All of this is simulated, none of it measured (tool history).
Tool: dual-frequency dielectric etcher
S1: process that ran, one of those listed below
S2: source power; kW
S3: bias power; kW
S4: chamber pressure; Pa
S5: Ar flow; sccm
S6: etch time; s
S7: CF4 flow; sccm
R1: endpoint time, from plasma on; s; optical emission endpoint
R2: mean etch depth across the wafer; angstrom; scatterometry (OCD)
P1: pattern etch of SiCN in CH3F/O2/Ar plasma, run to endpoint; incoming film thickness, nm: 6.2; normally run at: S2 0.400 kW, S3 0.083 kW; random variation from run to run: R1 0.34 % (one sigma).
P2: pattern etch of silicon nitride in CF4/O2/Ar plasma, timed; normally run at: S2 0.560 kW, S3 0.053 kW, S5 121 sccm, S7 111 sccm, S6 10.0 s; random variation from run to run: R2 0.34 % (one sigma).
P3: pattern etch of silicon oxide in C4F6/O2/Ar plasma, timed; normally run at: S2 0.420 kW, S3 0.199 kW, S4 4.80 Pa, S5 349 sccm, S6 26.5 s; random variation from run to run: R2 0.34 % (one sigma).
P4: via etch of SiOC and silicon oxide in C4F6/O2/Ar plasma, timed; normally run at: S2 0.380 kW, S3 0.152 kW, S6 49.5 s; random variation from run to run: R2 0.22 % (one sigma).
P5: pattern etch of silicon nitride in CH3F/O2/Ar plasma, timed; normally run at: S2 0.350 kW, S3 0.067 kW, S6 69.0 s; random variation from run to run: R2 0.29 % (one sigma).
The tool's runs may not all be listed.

{"run": 1, "hour": 8.4, "S1": "P1", "S2": 0.4, "S3": 0.083, "R1": 16.368}
{"run": 2, "hour": 13.8, "S1": "P3", "S2": 0.42, "S3": 0.199, "S4": 4.8, "S5": 467, "S6": 26.5, "R2": 820.59}
{"run": 3, "hour": 19.8, "S1": "P1", "S2": 0.31, "S3": 0.099, "R1": 16.846}
{"run": 4, "hour": 24.4, "S1": "P3", "S2": 0.42, "S3": 0.199, "S4": 4.8, "S5": 349, "S6": 26.5, "R2": 847.92}
{"run": 5, "hour": 32.2, "S1": "P1", "S2": 0.4, "S3": 0.083, "R1": 16.263}
{"run": 6, "hour": 38.2, "S1": "P2", "S2": 0.56, "S3": 0.053, "S5": 121, "S6": 6.0, "S7": 111, "R2": 126.32}
{"run": 7, "hour": 46.9, "S1": "P2", "S2": 0.66, "S3": 0.053, "S5": 121, "S6": 10.0, "S7": 111, "R2": 244.69}
{"run": 8, "hour": 55.1, "S1": "P2", "S2": 0.56, "S3": 0.053, "S5": 151, "S6": 10.0, "S7": 111, "R2": 205.1}
{"run": 9, "hour": 63.8, "S1": "P1", "S2": 0.4, "S3": 0.11, "R1": 14.741}
{"run": 10, "hour": 72.7, "S1": "P3", "S2": 0.42, "S3": 0.199, "S4": 4.8, "S5": 349, "S6": 14.5, "R2": 464.05}
{"run": 11, "hour": 82.1, "S1": "P5", "S2": 0.35, "S3": 0.09, "S6": 69.0, "R2": 499.26}
{"run": 12, "hour": 89.1, "S1": "P2", "S2": 0.56, "S3": 0.053, "S5": 121, "S6": 10.0, "S7": 111, "R2": 209.5}
{"run": 13, "hour": 96.3, "S1": "P3", "S2": 0.32, "S3": 0.199, "S4": 4.8, "S5": 349, "S6": 26.5, "R2": 759.8}
{"run": 14, "hour": 105.0, "S1": "P1", "S2": 0.4, "S3": 0.083, "R1": 16.391}
{"run": 15, "hour": 109.6, "S1": "P2", "S2": 0.56, "S3": 0.053, "S5": 121, "S6": 10.0, "S7": 111, "R2": 210.02}
{"run": 16, "hour": 117.6, "S1": "P1", "S2": 0.4, "S3": 0.083, "R1": 16.374}
{"run": 17, "hour": 123.9, "S1": "P5", "S2": 0.35, "S3": 0.067, "S6": 101.0, "R2": 661.22}
{"run": 18, "hour": 129.3, "S1": "P4", "S2": 0.38, "S3": 0.152, "S6": 49.5, "R2": 542.95}
{"run": 19, "hour": 136.1, "S1": "P2", "S2": 0.56, "S3": 0.053, "S5": 121, "S6": 10.0, "S7": 154, "R2": 218.43}
{"run": 20, "hour": 143.7, "S1": "P1", "S2": 0.4, "S3": 0.083, "R1": 16.314}
{"run": 21, "hour": 150.7, "S1": "P1", "S2": 0.4, "S3": 0.061, "R1": 18.278}
{"run": 22, "hour": 157.9, "S1": "P3", "S2": 0.42, "S3": 0.246, "S4": 4.8, "S5": 349, "S6": 26.5, "R2": 909.5}
{"run": 23, "hour": 165.1, "S1": "P1", "S2": 0.4, "S3": 0.083, "R1": 16.357}
{"run": 24, "hour": 169.6, "S1": "P5", "S2": 0.35, "S3": 0.067, "S6": 69.0, "R2": 449.85}
{"run": 25, "hour": 177.7, "S1": "P1", "S2": 0.3, "S3": 0.052, "R1": 21.519}
{"run": 26, "hour": 184.6, "S1": "P4", "S2": 0.38, "S3": 0.152, "S6": 65.0, "R2": 712.84}
{"run": 27, "hour": 189.5, "S1": "P3", "S2": 0.42, "S3": 0.199, "S4": 6.07, "S5": 349, "S6": 26.5, "R2": 828.84}
{"run": 28, "hour": 195.4, "S1": "P2", "S2": 0.56, "S3": 0.074, "S5": 121, "S6": 10.0, "S7": 111, "R2": 239.75}
{"run": 29, "hour": 202.9, "S1": "P5", "S2": 0.47, "S3": 0.067, "S6": 69.0, "R2": 504.67}
{"run": 30, "hour": 212.3, "S1": "P1", "S2": 0.29, "S3": 0.083, "R1": 18.403}
{"run": 31, "hour": 220.3, "S1": "P4", "S2": 0.38, "S3": 0.152, "S6": 49.5, "R2": 542.51}
{"run": 32, "hour": 228.6, "S1": "P4", "S2": 0.38, "S3": 0.211, "S6": 49.5, "R2": 604.24}
{"run": 33, "hour": 233.0, "S1": "P1", "S2": 0.4, "S3": 0.083, "R1": 16.343}
{"run": 34, "hour": 240.2, "S1": "P1", "S2": 0.48, "S3": 0.083, "R1": 15.338}
{"run": 35, "hour": 249.6, "S1": "P4", "S2": 0.52, "S3": 0.152, "S6": 49.5, "R2": 616.3}
{"run": 36, "hour": 255.2, "S1": "P1", "S2": 0.4, "S3": 0.083, "R1": 16.43}
{"run": 37, "hour": 264.2, "S1": "P1", "S2": 0.4, "S3": 0.083, "R1": 16.38}
{"run": 38, "hour": 269.3, "S1": "P1", "S2": 0.4, "S3": 0.083, "R1": 16.516}
{"run": 39, "hour": 278.6, "S1": "P1", "S2": 0.4, "S3": 0.083, "R1": 16.622}
{"hour": 284.6, "done": "wet clean of the chamber"}
{"run": 40, "hour": 285.9, "S1": "P1", "S2": 0.4, "S3": 0.083, "R1": 16.579}
{"run": 41, "hour": 293.0, "S1": "P1", "S2": 0.4, "S3": 0.083, "R1": 16.636}
{"run": 42, "hour": 299.2, "S1": "P1", "S2": 0.4, "S3": 0.083, "R1": 16.536}
{"run": 43, "hour": 306.9, "S1": "P1", "S2": 0.4, "S3": 0.083, "R1": 16.674}
{"run": 44, "hour": 314.6, "S1": "P1", "S2": 0.4, "S3": 0.083, "R1": 16.655}
{"run": 45, "hour": 322.4, "S1": "P1", "S2": 0.4, "S3": 0.083, "R1": 16.584}
{"run": 46, "hour": 330.3, "S1": "P1", "S2": 0.4, "S3": 0.083, "R1": 16.681}

What P1 gives has crept away from where it was. These 2 causes fit the log equally well, each at the size given:
A: source power that arrives under what is set, % = 4.48
B: bias power that arrives under what is set, % = 4.6
The creep began at about hour 255.2.
Why every other cause is out:
chamber walls in a state that lowers the etch rate, %: serviced at hour 284.6, which brought nothing back

4 check runs are offered, each on 2 wafers whose results are averaged, their results left as question marks. Which one tells the causes apart?
{"run": "check 1", "hour": 338.2, "S1": "P5", "S2": 0.47, "S3": 0.067, "S6": 99.5, "R2": "?"}
{"run": "check 2", "hour": 338.2, "S1": "P3", "S2": 0.32, "S3": 0.23, "S4": 4.8, "S5": 349, "S6": 26.5, "R2": "?"}
{"run": "check 3", "hour": 338.2, "S1": "P4", "S2": 0.47, "S3": 0.206, "S6": 49.5, "R2": "?"}
{"run": "check 4", "hour": 338.2, "S1": "P2", "S2": 0.56, "S3": 0.053, "S5": 121, "S6": 10.0, "S7": 136, "R2": "?"}

What each check would give under each cause:
check=check_1 result=R2 if_A=713.71 if_B=715.11
check=check_2 result=R2 if_A=785.93 if_B=787.27
check=check_3 result=R2 if_A=639.23 if_B=640.72
check=check_4 result=R2 if_A=207.39 if_B=212.14
How far apart the two closest causes lie, in the result that separates them most: check 1 0.2 %; check 2 0.17 %; check 3 0.23 %; check 4 2.26 %
Check 4 tells the causes apart: in the others they would give nearly the same result.

Then check 4 was run and gave: R2 211.43 angstrom. Which cause is it?

It is B: bias power that arrives under what is set, %.
